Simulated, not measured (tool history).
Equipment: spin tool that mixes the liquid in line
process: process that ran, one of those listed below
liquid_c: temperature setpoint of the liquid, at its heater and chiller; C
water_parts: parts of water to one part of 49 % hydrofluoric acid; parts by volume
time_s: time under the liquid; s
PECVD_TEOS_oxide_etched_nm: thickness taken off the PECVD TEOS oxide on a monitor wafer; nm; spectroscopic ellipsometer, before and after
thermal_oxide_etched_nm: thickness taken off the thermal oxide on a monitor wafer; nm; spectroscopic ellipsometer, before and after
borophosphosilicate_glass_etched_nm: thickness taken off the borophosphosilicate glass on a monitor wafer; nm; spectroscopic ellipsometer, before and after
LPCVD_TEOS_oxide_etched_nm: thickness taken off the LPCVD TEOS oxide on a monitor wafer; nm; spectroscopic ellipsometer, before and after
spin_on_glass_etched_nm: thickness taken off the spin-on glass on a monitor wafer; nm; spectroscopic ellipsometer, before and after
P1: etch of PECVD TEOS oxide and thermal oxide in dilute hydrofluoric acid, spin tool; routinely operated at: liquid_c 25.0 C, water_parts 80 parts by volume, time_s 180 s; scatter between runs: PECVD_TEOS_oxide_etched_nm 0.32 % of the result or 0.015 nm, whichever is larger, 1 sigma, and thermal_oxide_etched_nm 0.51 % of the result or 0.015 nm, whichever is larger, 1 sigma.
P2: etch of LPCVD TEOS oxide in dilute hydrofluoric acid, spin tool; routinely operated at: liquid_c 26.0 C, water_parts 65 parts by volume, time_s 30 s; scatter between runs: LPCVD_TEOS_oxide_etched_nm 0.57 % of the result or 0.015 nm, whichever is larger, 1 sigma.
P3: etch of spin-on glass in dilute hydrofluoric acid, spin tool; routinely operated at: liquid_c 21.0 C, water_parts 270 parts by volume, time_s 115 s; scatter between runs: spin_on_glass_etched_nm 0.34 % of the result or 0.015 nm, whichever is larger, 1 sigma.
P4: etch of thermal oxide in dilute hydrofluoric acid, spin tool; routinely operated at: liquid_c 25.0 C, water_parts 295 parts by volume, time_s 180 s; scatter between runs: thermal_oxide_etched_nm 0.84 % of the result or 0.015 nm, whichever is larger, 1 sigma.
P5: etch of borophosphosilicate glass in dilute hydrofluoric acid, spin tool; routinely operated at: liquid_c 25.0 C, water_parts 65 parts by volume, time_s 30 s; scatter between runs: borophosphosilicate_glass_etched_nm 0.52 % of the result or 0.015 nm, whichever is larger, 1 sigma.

| run | hour | process | liquid_c | water_parts | time_s | PECVD_TEOS_oxide_etched_nm | thermal_oxide_etched_nm | borophosphosilicate_glass_etched_nm | LPCVD_TEOS_oxide_etched_nm | spin_on_glass_etched_nm |
|---|---|---|---|---|---|---|---|---|---|---|
| 1 | 14.7 | P1 | 25.0 | 80 | 180 | 35.7120 | 11.3780 |  |  |  |
| 2 | 24.6 | P1 | 25.0 | 80 | 180 | 35.8200 | 11.4000 |  |  |  |
| 3 | 41.0 | P4 | 25.0 | 295 | 280 |  | 3.7895 |  |  |  |
| 4 | 49.5 | P1 | 25.0 | 20 | 180 | 154.7600 | 49.4930 |  |  |  |
| 5 | 67.5 | P5 | 18.5 | 65 | 30 |  |  | 15.904 |  |  |
| 6 | 76.5 | P2 | 26.0 | 65 | 60 |  |  |  | 47.681 |  |
| 7 | 92.7 | P4 | 25.0 | 295 | 180 |  | 2.4250 |  |  |  |
| 8 | 105.9 | P1 | 25.0 | 80 | 180 | 35.7440 | 11.2940 |  |  |  |
| 9 | 117.9 | P3 | 29.5 | 270 | 115 |  |  |  |  | 11.1060 |
| 10 | 133.6 | P4 | 19.0 | 295 | 180 |  | 1.9836 |  |  |  |
| 11 | 143.0 | P1 | 31.5 | 80 | 335 | 86.2550 | 27.1490 |  |  |  |
| 12 | 160.5 | P3 | 21.0 | 270 | 115 |  |  |  |  | 8.2101 |
| 13 | 174.3 | P5 | 25.0 | 65 | 30 |  |  | 20.818 |  |  |
| 14 | 184.3 | P5 | 25.0 | 115 | 30 |  |  | 10.915 |  |  |
| 15 | 194.7 | P3 | 21.0 | 270 | 115 |  |  |  |  | 8.1898 |
| 16 | 207.4 | P1 | 25.0 | 125 | 180 | 21.6220 | 6.8287 |  |  |  |
| 17 | 225.5 | P1 | 31.5 | 80 | 180 | 45.7010 | 14.6430 |  |  |  |
| 18 | 241.6 | P2 | 26.0 | 65 | 30 |  |  |  | 23.708 |  |
| 19 | 258.3 | P1 | 25.0 | 80 | 180 | 35.8660 | 11.4140 |  |  |  |
| 20 | 273.1 | P3 | 21.0 | 270 | 20 |  |  |  |  | 1.4323 |
| 21 | 287.3 | P3 | 21.0 | 450 | 115 |  |  |  |  | 4.2158 |
| 22 | 302.3 | P1 | 25.0 | 80 | 50 | 9.9406 | 3.1656 |  |  |  |
| 23 | 313.1 | P5 | 25.0 | 65 | 30 |  |  | 20.592 |  |  |
| 24 | 329.6 | P1 | 25.0 | 80 | 180 | 35.8360 | 11.2950 |  |  |  |
| 25 | 342.9 | P1 | 25.0 | 80 | 325 | 64.5260 | 20.3710 |  |  |  |
| 26 | 360.5 | P5 | 25.0 | 65 | 65 |  |  | 45.325 |  |  |
| 27 | 370.5 | P4 | 25.0 | 95 | 180 |  | 9.5431 |  |  |  |
| 28 | 385.0 | P1 | 25.0 | 80 | 180 | 35.9120 | 11.2780 |  |  |  |
| 29 | 400.2 | P2 | 26.0 | 25 | 30 |  |  |  | 66.144 |  |
| 30 | 411.5 | P1 | 25.0 | 80 | 180 | 35.8230 | 11.3120 |  |  |  |
| 31 | 422.7 | P2 | 22.0 | 65 | 30 |  |  |  | 20.214 |  |
| 32 | 434.9 | P1 | 18.5 | 80 | 180 | 27.4140 | 8.6031 |  |  |  |
| 33 | 447.3 | P1 | 25.0 | 80 | 180 | 35.9020 | 11.2210 |  |  |  |
| 34 | 461.4 | P1 | 25.0 | 80 | 180 | 36.9860 | 11.8060 |  |  |  |
| 35 | 475.2 | P1 | 25.0 | 80 | 180 | 37.9340 | 11.9430 |  |  |  |
| 36 | 491.8 | P1 | 25.0 | 80 | 180 | 38.3770 | 12.1350 |  |  |  |
| 37 | 504.5 | P1 | 25.0 | 80 | 180 | 38.7790 | 12.3460 |  |  |  |
| 38 | 520.5 | P1 | 25.0 | 80 | 180 | 39.1370 | 12.3620 |  |  |  |
| 39 | 534.2 | P1 | 25.0 | 80 | 180 | 39.1790 | 12.2630 |  |  |  |
| 40 | 551.3 | P1 | 25.0 | 80 | 180 | 39.2510 | 12.4280 |  |  |  |
| 41 | 565.0 | P1 | 25.0 | 80 | 180 | 39.3070 | 12.5380 |  |  |  |

Compared with where it was, what P1 gives has crept away. Each cause listed below fits the log as well as the rest, at the size given for it:
A: hydrofluoric acid flow above the setpoint (%) = 8.79
B: liquid hotter than its thermometer reads (K) = 2.36
The gradual shift began around hour 447.3.

Of the 4 check runs below, each run on 5 wafers with the results averaged and each result still a question mark, which one would tell the listed causes apart?
| check 1 | 578.7 | P3 | 21.0 | 450 | 40 |  |  |  |  | ? |
| check 2 | 578.7 | P4 | 19.0 | 115 | 180 |  | ? |  |  |  |
| check 3 | 578.7 | P5 | 25.0 | 110 | 30 |  |  | ? |  |  |
| check 4 | 578.7 | P2 | 23.0 | 65 | 55 |  |  |  | ? |  |

What every check run would give for each of its results, assuming each possible cause in turn:
| check | result | if A | if B |
|---|---|---|---|
| check 1 | spin_on_glass_etched_nm | 1.6472 | 1.5878 |
| check 2 | thermal_oxide_etched_nm | 6.6066 | 6.6175 |
| check 3 | borophosphosilicate_glass_etched_nm | 12.723 | 12.667 |
| check 4 | LPCVD_TEOS_oxide_etched_nm | 42.262 | 42.472 |
Separation of the two closest causes in each check, using whichever result separates them best: check 1 3.67 %; check 2 0.16 %; check 3 0.44 %; check 4 0.49 %
Check 1 distinguishes between the causes, while the remaining checks would return nearly the same result for all of them.

Check 1 was carried out, with these results: spin_on_glass_etched_nm 1.6383 nm. Which of the listed causes is responsible?

It is A: hydrofluoric acid flow above the setpoint (%).
